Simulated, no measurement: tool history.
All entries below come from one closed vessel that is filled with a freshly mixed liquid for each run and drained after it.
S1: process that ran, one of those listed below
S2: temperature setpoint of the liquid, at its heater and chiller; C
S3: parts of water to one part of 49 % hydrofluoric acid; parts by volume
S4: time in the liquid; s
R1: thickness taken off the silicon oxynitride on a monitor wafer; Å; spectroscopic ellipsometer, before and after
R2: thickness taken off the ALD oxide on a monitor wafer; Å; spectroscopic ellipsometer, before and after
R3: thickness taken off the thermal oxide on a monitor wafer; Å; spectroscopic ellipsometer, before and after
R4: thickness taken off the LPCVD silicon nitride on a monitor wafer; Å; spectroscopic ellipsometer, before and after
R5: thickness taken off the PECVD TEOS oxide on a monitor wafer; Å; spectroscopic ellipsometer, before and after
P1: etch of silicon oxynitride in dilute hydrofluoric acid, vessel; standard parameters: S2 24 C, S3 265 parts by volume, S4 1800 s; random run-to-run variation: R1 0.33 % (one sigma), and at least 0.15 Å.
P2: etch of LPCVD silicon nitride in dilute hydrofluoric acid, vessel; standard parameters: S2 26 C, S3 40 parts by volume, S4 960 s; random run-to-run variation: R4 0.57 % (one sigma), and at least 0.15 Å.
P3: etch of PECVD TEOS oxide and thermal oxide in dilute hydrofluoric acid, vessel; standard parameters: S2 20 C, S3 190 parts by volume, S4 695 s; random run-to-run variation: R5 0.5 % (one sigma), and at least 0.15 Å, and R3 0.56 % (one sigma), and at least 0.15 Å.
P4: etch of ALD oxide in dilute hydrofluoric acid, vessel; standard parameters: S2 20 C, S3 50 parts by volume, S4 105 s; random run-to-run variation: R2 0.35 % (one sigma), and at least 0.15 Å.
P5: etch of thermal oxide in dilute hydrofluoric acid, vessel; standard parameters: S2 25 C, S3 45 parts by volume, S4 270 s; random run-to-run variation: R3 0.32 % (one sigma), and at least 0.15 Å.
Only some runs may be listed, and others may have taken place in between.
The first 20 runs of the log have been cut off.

| run | hour | S1 | S2 | S3 | S4 | R1 | R2 | R3 | R4 | R5 |
|---|---|---|---|---|---|---|---|---|---|---|
| 21 | 99 | P3 | 20 | 65 | 695 |  |  | 463.73 |  | 1429.5 |
| 22 | 102.3 | P1 | 24 | 265 | 1800 | 172.11 |  |  |  |  |
| 23 | 105.7 | P1 | 24 | 265 | 1800 | 174.22 |  |  |  |  |
| 24 | 109.5 | P1 | 24 | 265 | 1800 | 173.94 |  |  |  |  |
| 25 | 115.2 | P2 | 26 | 40 | 960 |  |  |  | 140.62 |  |
| 26 | 119.6 | P5 | 25 | 45 | 270 |  |  | 324.98 |  |  |
| 27 | 123.5 | P1 | 24 | 170 | 1800 | 289.96 |  |  |  |  |
| 28 | 129.6 | P4 | 20 | 80 | 105 |  | 253.41 |  |  |  |
| 29 | 133.9 | P2 | 26 | 60 | 960 |  |  |  | 93.906 |  |
| 30 | 137.8 | P1 | 24 | 265 | 2630 | 252.71 |  |  |  |  |

Run 31, settings as shown, results not yet in. Your forecast:
| 31 | 142.2 | P5 | 25 | 45 | 470 |  |  | ? |  |  |

R3: 566.76 Å

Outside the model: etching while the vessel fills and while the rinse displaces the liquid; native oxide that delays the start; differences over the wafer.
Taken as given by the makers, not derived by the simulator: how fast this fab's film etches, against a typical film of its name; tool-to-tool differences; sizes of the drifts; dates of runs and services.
